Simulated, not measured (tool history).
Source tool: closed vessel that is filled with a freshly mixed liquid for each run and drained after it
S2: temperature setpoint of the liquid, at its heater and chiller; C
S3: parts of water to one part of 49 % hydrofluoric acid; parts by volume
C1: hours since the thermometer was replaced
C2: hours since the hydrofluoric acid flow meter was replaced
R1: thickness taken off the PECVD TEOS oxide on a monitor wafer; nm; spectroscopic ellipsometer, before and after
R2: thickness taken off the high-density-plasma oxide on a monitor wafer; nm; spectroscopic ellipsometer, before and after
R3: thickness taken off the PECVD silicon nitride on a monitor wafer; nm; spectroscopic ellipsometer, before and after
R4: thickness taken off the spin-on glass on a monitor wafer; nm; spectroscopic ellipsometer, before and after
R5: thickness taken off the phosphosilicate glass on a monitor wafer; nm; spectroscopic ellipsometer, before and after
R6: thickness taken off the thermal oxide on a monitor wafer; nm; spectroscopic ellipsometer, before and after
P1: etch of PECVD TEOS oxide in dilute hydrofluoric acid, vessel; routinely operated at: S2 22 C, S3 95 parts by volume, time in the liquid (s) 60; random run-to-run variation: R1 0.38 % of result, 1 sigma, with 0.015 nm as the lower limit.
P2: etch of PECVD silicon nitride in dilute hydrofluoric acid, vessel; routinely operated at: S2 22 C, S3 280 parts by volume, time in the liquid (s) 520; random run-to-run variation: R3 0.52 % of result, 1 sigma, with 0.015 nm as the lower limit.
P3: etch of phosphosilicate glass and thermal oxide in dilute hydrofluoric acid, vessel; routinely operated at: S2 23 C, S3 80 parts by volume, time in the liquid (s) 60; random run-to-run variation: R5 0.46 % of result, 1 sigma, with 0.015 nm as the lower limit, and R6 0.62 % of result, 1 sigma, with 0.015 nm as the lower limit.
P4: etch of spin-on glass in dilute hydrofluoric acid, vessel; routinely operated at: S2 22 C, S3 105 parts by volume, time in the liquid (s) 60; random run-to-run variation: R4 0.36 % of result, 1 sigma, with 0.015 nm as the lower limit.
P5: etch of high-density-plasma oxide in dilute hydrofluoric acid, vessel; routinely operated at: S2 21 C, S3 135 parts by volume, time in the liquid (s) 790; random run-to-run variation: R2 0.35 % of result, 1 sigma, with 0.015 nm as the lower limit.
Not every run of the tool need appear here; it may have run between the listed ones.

run 1 hour=10.4 | process_that_ran=P1 S2=22 S3=95 time_in_the_liquid_(s)=60 | C1=982.6 C2=464.7 | R1=14.661
run 2 hour=19.3 | process_that_ran=P5 S2=21 S3=135 time_in_the_liquid_(s)=155 | C1=991.5 C2=473.6 | R2=7.0472
run 3 hour=30.6 | process_that_ran=P5 S2=21 S3=80 time_in_the_liquid_(s)=790 | C1=1002.8 C2=484.9 | R2=64.046
run 4 hour=36.9 | process_that_ran=P1 S2=22 S3=175 time_in_the_liquid_(s)=60 | C1=1009.1 C2=491.2 | R1=7.3815
run 5 hour=44.4 | process_that_ran=P5 S2=17 S3=135 time_in_the_liquid_(s)=790 | C1=1016.6 C2=498.7 | R2=30.544
run 6 hour=54.6 | process_that_ran=P2 S2=22 S3=280 time_in_the_liquid_(s)=520 | C1=1026.8 C2=508.9 | R3=9.4954
run 7 hour=60.6 | process_that_ran=P4 S2=28 S3=105 time_in_the_liquid_(s)=60 | C1=1032.8 C2=514.9 | R4=24.934
run 8 hour=69.7 | process_that_ran=P2 S2=27 S3=280 time_in_the_liquid_(s)=520 | C1=1041.9 C2=524 | R3=12.912
run 9 hour=75 | process_that_ran=P1 S2=22 S3=95 time_in_the_liquid_(s)=60 | C1=1047.2 C2=529.3 | R1=14.814
run 10 hour=83 | process_that_ran=P1 S2=22 S3=95 time_in_the_liquid_(s)=60 | C1=1055.2 C2=537.3 | R1=14.695
run 11 hour=88.3 | process_that_ran=P1 S2=29 S3=20 time_in_the_liquid_(s)=60 | C1=1060.5 C2=542.6 | R1=103.07
run 12 hour=95.2 | process_that_ran=P1 S2=28 S3=95 time_in_the_liquid_(s)=60 | C1=1067.4 C2=549.5 | R1=18.503
run 13 hour=102.3 | process_that_ran=P3 S2=23 S3=125 time_in_the_liquid_(s)=60 | C1=1074.5 C2=556.6 | R5=89.212 R6=2.1646
run 14 hour=111.2 | process_that_ran=P1 S2=22 S3=95 time_in_the_liquid_(s)=60 | C1=1083.4 C2=565.5 | R1=14.71
run 15 hour=117.7 | process_that_ran=P3 S2=23 S3=80 time_in_the_liquid_(s)=90 | C1=1089.9 C2=572 | R5=219.8 R6=5.3224
run 16 hour=125.2 | process_that_ran=P1 S2=17 S3=95 time_in_the_liquid_(s)=60 | C1=1097.4 C2=579.5 | R1=11.955
run 17 hour=132.5 | process_that_ran=P1 S2=30 S3=45 time_in_the_liquid_(s)=60 | C1=1104.7 C2=586.8 | R1=45.542
run 18 hour=137.6 | process_that_ran=P4 S2=22 S3=105 time_in_the_liquid_(s)=60 | C1=1109.8 C2=591.9 | R4=19.515
run 19 hour=144.7 | process_that_ran=P3 S2=23 S3=80 time_in_the_liquid_(s)=60 | C1=1116.9 C2=599 | R5=145.51 R6=3.5709
run 20 hour=155.8 | process_that_ran=P2 S2=22 S3=280 time_in_the_liquid_(s)=60 | C1=1128 C2=610.1 | R3=1.0947
run 21 hour=164.3 | process_that_ran=P1 S2=22 S3=20 time_in_the_liquid_(s)=60 | C1=1136.5 C2=618.6 | R1=76.792
run 22 hour=169.4 | process_that_ran=P1 S2=22 S3=95 time_in_the_liquid_(s)=30 | C1=1141.6 C2=623.7 | R1=7.3603
run 23 hour=176.7 | process_that_ran=P1 S2=22 S3=95 time_in_the_liquid_(s)=120 | C1=1148.9 C2=631 | R1=29.318
run 24 hour=184.6 | process_that_ran=P4 S2=22 S3=55 time_in_the_liquid_(s)=60 | C1=1156.8 C2=638.9 | R4=40.078
run 25 hour=189.7 | process_that_ran=P3 S2=31 S3=80 time_in_the_liquid_(s)=60 | C1=1161.9 C2=644 | R5=201.18 R6=4.8727
run 26 hour=200.3 | process_that_ran=P4 S2=22 S3=105 time_in_the_liquid_(s)=85 | C1=1172.5 C2=654.6 | R4=27.865
run 27 hour=206.2 | process_that_ran=P2 S2=22 S3=500 time_in_the_liquid_(s)=520 | C1=1178.4 C2=660.5 | R3=5.3837
run 28 hour=216.9 | process_that_ran=P5 S2=21 S3=135 time_in_the_liquid_(s)=790 | C1=1189.1 C2=671.2 | R2=35.727
run 29 hour=222.9 | process_that_ran=P2 S2=22 S3=280 time_in_the_liquid_(s)=520 | C1=1195.1 C2=677.2 | R3=9.4724
run 30 hour=234.3 | process_that_ran=P1 S2=22 S3=95 time_in_the_liquid_(s)=60 | C1=1206.5 C2=688.6 | R1=14.75
run 31 hour=242.8 | process_that_ran=P1 S2=22 S3=95 time_in_the_liquid_(s)=60 | C1=1215 C2=697.1 | R1=14.759
run 32 hour=251 | process_that_ran=P1 S2=22 S3=95 time_in_the_liquid_(s)=60 | C1=1223.2 C2=705.3 | R1=15.081
run 33 hour=258 | process_that_ran=P1 S2=22 S3=95 time_in_the_liquid_(s)=60 | C1=1230.2 C2=712.3 | R1=15.357
run 34 hour=262.9 | process_that_ran=P1 S2=22 S3=95 time_in_the_liquid_(s)=60 | C1=1235.1 C2=717.2 | R1=15.471
run 35 hour=267.9 | process_that_ran=P1 S2=22 S3=95 time_in_the_liquid_(s)=60 | C1=1240.1 C2=722.2 | R1=15.428
run 36 hour=278.1 | process_that_ran=P1 S2=22 S3=95 time_in_the_liquid_(s)=60 | C1=1250.3 C2=732.4 | R1=15.594
run 37 hour=285.3 | process_that_ran=P1 S2=22 S3=95 time_in_the_liquid_(s)=60 | C1=1257.5 C2=739.6 | R1=15.676
run 38 hour=294.7 | process_that_ran=P1 S2=22 S3=95 time_in_the_liquid_(s)=60 | C1=1266.9 C2=749 | R1=15.753
run 39 hour=300.7 | process_that_ran=P1 S2=22 S3=95 time_in_the_liquid_(s)=60 | C1=1272.9 C2=755 | R1=15.801
run 40 hour=309.5 | process_that_ran=P1 S2=22 S3=95 time_in_the_liquid_(s)=60 | C1=1281.7 C2=763.8 | R1=15.72
run 41 hour=316 | process_that_ran=P1 S2=22 S3=95 time_in_the_liquid_(s)=60 | C1=1288.2 C2=770.3 | R1=15.684
run 42 hour=327.1 | process_that_ran=P1 S2=22 S3=95 time_in_the_liquid_(s)=60 | C1=1299.3 C2=781.4 | R1=15.731

What P1 gives has crept away from where it was. These 2 causes fit the log equally well, each at the size given:
A: hydrofluoric acid flow above the setpoint (%) = 6.46
B: liquid hotter than its thermometer reads (K) = 1.74
The gradual shift began around hour 242.8.

The list below offers 4 check runs, each averaging the results of 2 wafers, and shows each result as a question mark. For which of them would the listed causes give clearly different results?
run check 1 hour=338.2 | process_that_ran=P3 S2=28.5 S3=80 time_in_the_liquid_(s)=80 | R5=? R6=?
run check 2 hour=338.2 | process_that_ran=P2 S2=22 S3=415 time_in_the_liquid_(s)=290 | R3=?
run check 3 hour=338.2 | process_that_ran=P5 S2=17 S3=135 time_in_the_liquid_(s)=790 | R2=?
run check 4 hour=338.2 | process_that_ran=P4 S2=22 S3=70 time_in_the_liquid_(s)=60 | R4=?

What every check run would give for each of its results, assuming each possible cause in turn:
check=check_1 result=R5 if_A=261.53 if_B=260.84
check=check_1 result=R6 if_A=6.3028 if_B=6.2862
check=check_2 result=R3 if_A=3.8374 if_B=4.0042
check=check_3 result=R2 if_A=32.672 if_B=32.692
check=check_4 result=R4 if_A=32.971 if_B=33.08
Separation of the two closest causes in each check, using whichever result separates them best: check 1 0.26 %; check 2 4.25 %; check 3 0.06 %; check 4 0.33 %
The other checks would show nearly matching results whichever cause is true, so check 2 is the only one that separates the causes.

Running check 2 produced the following: R3 3.8378 nm. Which one of the listed causes fits?

The correct cause is A, namely: hydrofluoric acid flow above the setpoint (%).
